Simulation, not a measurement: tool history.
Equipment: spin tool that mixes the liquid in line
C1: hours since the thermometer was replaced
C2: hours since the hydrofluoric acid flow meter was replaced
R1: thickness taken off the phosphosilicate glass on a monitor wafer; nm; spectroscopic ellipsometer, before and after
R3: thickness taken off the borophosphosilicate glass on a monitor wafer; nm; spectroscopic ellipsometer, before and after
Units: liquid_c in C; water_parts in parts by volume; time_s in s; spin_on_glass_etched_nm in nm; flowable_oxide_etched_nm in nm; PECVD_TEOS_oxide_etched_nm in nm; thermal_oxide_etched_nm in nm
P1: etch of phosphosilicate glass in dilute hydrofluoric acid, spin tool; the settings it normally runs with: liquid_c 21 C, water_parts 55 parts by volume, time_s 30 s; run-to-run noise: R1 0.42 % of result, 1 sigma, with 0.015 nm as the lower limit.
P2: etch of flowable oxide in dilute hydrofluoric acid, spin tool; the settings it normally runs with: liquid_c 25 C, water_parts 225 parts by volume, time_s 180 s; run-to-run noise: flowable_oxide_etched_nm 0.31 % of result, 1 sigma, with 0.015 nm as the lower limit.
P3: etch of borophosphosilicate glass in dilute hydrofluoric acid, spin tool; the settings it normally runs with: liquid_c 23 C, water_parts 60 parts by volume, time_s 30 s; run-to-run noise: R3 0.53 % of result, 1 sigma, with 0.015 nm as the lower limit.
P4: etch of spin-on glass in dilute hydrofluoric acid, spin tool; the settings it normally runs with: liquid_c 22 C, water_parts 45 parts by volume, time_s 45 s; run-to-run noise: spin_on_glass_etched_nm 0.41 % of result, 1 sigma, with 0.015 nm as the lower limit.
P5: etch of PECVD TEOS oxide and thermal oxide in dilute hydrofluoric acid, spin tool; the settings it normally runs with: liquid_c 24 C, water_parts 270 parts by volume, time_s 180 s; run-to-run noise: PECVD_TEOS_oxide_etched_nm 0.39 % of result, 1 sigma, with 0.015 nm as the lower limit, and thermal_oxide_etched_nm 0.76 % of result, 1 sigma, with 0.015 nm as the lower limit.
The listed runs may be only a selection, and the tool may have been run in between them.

Run 1, hour 3.7: process P1, liquid_c 21 C, water_parts 55 parts by volume, time_s 30 s; C1 1803.7; C2 873.3. Result: R1 37.951 nm.
Run 2, hour 9.1: process P1, liquid_c 25 C, water_parts 55 parts by volume, time_s 30 s; C1 1809.1; C2 878.7. Result: R1 44.829 nm.
Run 3, hour 15: process P4, liquid_c 22 C, water_parts 45 parts by volume, time_s 15 s; C1 1815; C2 884.6. Result: spin_on_glass_etched_nm 14.467 nm.
Run 4, hour 19.1: process P1, liquid_c 21 C, water_parts 55 parts by volume, time_s 60 s; C1 1819.1; C2 888.7. Result: R1 75.394 nm.
Run 5, hour 23.7: process P3, liquid_c 23 C, water_parts 60 parts by volume, time_s 30 s; C1 1823.7; C2 893.3. Result: R3 34.433 nm.
Run 6, hour 27.2: process P4, liquid_c 22 C, water_parts 65 parts by volume, time_s 45 s; C1 1827.2; C2 896.8. Result: spin_on_glass_etched_nm 29.385 nm.
Run 7, hour 33.6: process P1, liquid_c 21 C, water_parts 55 parts by volume, time_s 30 s; C1 1833.6; C2 903.2. Result: R1 37.768 nm.
Run 8, hour 36.7: process P1, liquid_c 21 C, water_parts 25 parts by volume, time_s 30 s; C1 1836.7; C2 906.3. Result: R1 86.139 nm.
Run 9, hour 41.8: process P3, liquid_c 18 C, water_parts 60 parts by volume, time_s 30 s; C1 1841.8; C2 911.4. Result: R3 28.126 nm.
Run 10, hour 46.6: process P1, liquid_c 17 C, water_parts 55 parts by volume, time_s 30 s; C1 1846.6; C2 916.2. Result: R1 31.811 nm.
Run 11, hour 53.1: process P3, liquid_c 23 C, water_parts 60 parts by volume, time_s 15 s; C1 1853.1; C2 922.7. Result: R3 17.168 nm.
Run 12, hour 59.4: process P2, liquid_c 18.5 C, water_parts 225 parts by volume, time_s 180 s; C1 1859.4; C2 929. Result: flowable_oxide_etched_nm 26.614 nm.
Run 13, hour 64.8: process P1, liquid_c 17 C, water_parts 55 parts by volume, time_s 15 s; C1 1864.8; C2 934.4. Result: R1 15.857 nm.
Run 14, hour 70: process P3, liquid_c 23 C, water_parts 95 parts by volume, time_s 30 s; C1 1870; C2 939.6. Result: R3 20.863 nm.
Run 15, hour 73.1: process P5, liquid_c 28 C, water_parts 270 parts by volume, time_s 180 s; C1 1873.1; C2 942.7. Result: PECVD_TEOS_oxide_etched_nm 10.192 nm, thermal_oxide_etched_nm 3.0619 nm.
Run 16, hour 77.8: process P5, liquid_c 24 C, water_parts 270 parts by volume, time_s 15 s; C1 1877.8; C2 947.4. Result: PECVD_TEOS_oxide_etched_nm 0.73798 nm, thermal_oxide_etched_nm 0.23902 nm.
Run 17, hour 83.4: process P1, liquid_c 21 C, water_parts 85 parts by volume, time_s 30 s; C1 1883.4; C2 953. Result: R1 23.44 nm.
Run 18, hour 86.8: process P1, liquid_c 21 C, water_parts 55 parts by volume, time_s 30 s; C1 1886.8; C2 956.4. Result: R1 37.614 nm.
Run 19, hour 93.2: process P1, liquid_c 21 C, water_parts 55 parts by volume, time_s 15 s; C1 1893.2; C2 962.8. Result: R1 18.898 nm.
Run 20, hour 99.8: process P2, liquid_c 25 C, water_parts 225 parts by volume, time_s 180 s; C1 1899.8; C2 969.4. Result: flowable_oxide_etched_nm 33.903 nm.
Run 21, hour 105.4: process P5, liquid_c 24 C, water_parts 270 parts by volume, time_s 180 s; C1 1905.4; C2 975. Result: PECVD_TEOS_oxide_etched_nm 8.7605 nm, thermal_oxide_etched_nm 2.6699 nm.
Run 22, hour 111.8: process P1, liquid_c 26 C, water_parts 35 parts by volume, time_s 30 s; C1 1911.8; C2 981.4. Result: R1 74.726 nm.
Run 23, hour 117.8: process P4, liquid_c 17 C, water_parts 45 parts by volume, time_s 45 s; C1 1917.8; C2 987.4. Result: spin_on_glass_etched_nm 34.995 nm.
Run 24, hour 123.1: process P1, liquid_c 21 C, water_parts 25 parts by volume, time_s 15 s; C1 1923.1; C2 992.7. Result: R1 43.028 nm.
Run 25, hour 127.3: process P4, liquid_c 22 C, water_parts 45 parts by volume, time_s 45 s; C1 1927.3; C2 996.9. Result: spin_on_glass_etched_nm 43.124 nm.
Run 26, hour 132.6: process P5, liquid_c 24 C, water_parts 50 parts by volume, time_s 180 s; C1 1932.6; C2 1002.2. Result: PECVD_TEOS_oxide_etched_nm 61.647 nm, thermal_oxide_etched_nm 18.564 nm.
Run 27, hour 135.6: process P2, liquid_c 25 C, water_parts 225 parts by volume, time_s 340 s; C1 1935.6; C2 1005.2. Result: flowable_oxide_etched_nm 64.29 nm.
Run 28, hour 139.7: process P5, liquid_c 24 C, water_parts 270 parts by volume, time_s 180 s; C1 1939.7; C2 1009.3. Result: PECVD_TEOS_oxide_etched_nm 8.8528 nm, thermal_oxide_etched_nm 2.6716 nm.
Run 29, hour 146.4: process P1, liquid_c 21 C, water_parts 55 parts by volume, time_s 30 s; C1 1946.4; C2 1016. Result: R1 38.027 nm.
Run 30, hour 149.3: process P1, liquid_c 21 C, water_parts 55 parts by volume, time_s 30 s; C1 1949.3; C2 1018.9. Result: R1 37.906 nm.
Run 31, hour 155.1: process P2, liquid_c 25 C, water_parts 390 parts by volume, time_s 180 s; C1 1955.1; C2 1024.7. Result: flowable_oxide_etched_nm 16.656 nm.
Run 32, hour 159.9: process P1, liquid_c 21 C, water_parts 55 parts by volume, time_s 30 s; C1 1959.9; C2 1029.5. Result: R1 37.632 nm.
Run 33, hour 163.9: process P3, liquid_c 23 C, water_parts 60 parts by volume, time_s 30 s; C1 1963.9; C2 1033.5. Result: R3 34.534 nm.
Run 34, hour 166.8: process P1, liquid_c 21 C, water_parts 55 parts by volume, time_s 30 s; C1 1966.8; C2 1036.4. Result: R1 37.724 nm.
Run 35, hour 172.4: process P1, liquid_c 21 C, water_parts 55 parts by volume, time_s 30 s; C1 1972.4; C2 1042. Result: R1 36.6 nm.
Run 36, hour 175.9: process P1, liquid_c 21 C, water_parts 55 parts by volume, time_s 30 s; C1 1975.9; C2 1045.5. Result: R1 36.033 nm.
Run 37, hour 179.8: process P1, liquid_c 21 C, water_parts 55 parts by volume, time_s 30 s; C1 1979.8; C2 1049.4. Result: R1 35.341 nm.
Run 38, hour 184.8: process P1, liquid_c 21 C, water_parts 55 parts by volume, time_s 30 s; C1 1984.8; C2 1054.4. Result: R1 35.305 nm.
Run 39, hour 188.8: process P1, liquid_c 21 C, water_parts 55 parts by volume, time_s 30 s; C1 1988.8; C2 1058.4. Result: R1 34.8 nm.
Run 40, hour 192.9: process P1, liquid_c 21 C, water_parts 55 parts by volume, time_s 30 s; C1 1992.9; C2 1062.5. Result: R1 35.026 nm.
Run 41, hour 199.1: process P1, liquid_c 21 C, water_parts 55 parts by volume, time_s 30 s; C1 1999.1; C2 1068.7. Result: R1 34.521 nm.
Run 42, hour 203.6: process P1, liquid_c 21 C, water_parts 55 parts by volume, time_s 30 s; C1 2003.6; C2 1073.2. Result: R1 34.722 nm.
Run 43, hour 208.1: process P1, liquid_c 21 C, water_parts 55 parts by volume, time_s 30 s; C1 2008.1; C2 1077.7. Result: R1 34.998 nm.
Run 44, hour 211.8: process P1, liquid_c 21 C, water_parts 55 parts by volume, time_s 30 s; C1 2011.8; C2 1081.4. Result: R1 34.782 nm.

What P1 gives has crept away from where it was. These 2 causes fit the log equally well, each at the size given:
A: hydrofluoric acid flow below the setpoint (%) = 7.54
B: liquid colder than its thermometer reads (K) = 1.99
The onset of the drift is placed at about hour 166.8.

The check runs listed below each take one wafer, and their results are still question marks. Under which run would the listed causes lead to clearly different results?
Run check 1, hour 215.5: process P3, liquid_c 23 C, water_parts 60 parts by volume, time_s 15 s. Result: R3 ?.
Run check 2, hour 215.5: process P5, liquid_c 24 C, water_parts 55 parts by volume, time_s 80 s. Result: PECVD_TEOS_oxide_etched_nm ?, thermal_oxide_etched_nm ?.
Run check 3, hour 215.5: process P2, liquid_c 25 C, water_parts 370 parts by volume, time_s 180 s. Result: flowable_oxide_etched_nm ?.
Run check 4, hour 215.5: process P4, liquid_c 18 C, water_parts 45 parts by volume, time_s 25 s. Result: spin_on_glass_etched_nm ?.

Outcome of each check run for each possible cause:
  check                      result    if A    if B
check 1                          R3  15.829  15.861
check 2  PECVD_TEOS_oxide_etched_nm  22.702  22.751
check 2     thermal_oxide_etched_nm  6.9091  6.9239
check 3    flowable_oxide_etched_nm  16.024  16.675
check 4     spin_on_glass_etched_nm  18.677  18.598
How far apart the two closest causes lie, in the result that separates them most: check 1 0.2 %; check 2 0.21 %; check 3 3.98 %; check 4 0.42 %
Check 3 tells the causes apart: in the others they would give nearly the same result.

Here is what check 3 returned: flowable_oxide_etched_nm 15.982 nm. Which cause is it?

A is the cause: hydrofluoric acid flow below the setpoint (%).

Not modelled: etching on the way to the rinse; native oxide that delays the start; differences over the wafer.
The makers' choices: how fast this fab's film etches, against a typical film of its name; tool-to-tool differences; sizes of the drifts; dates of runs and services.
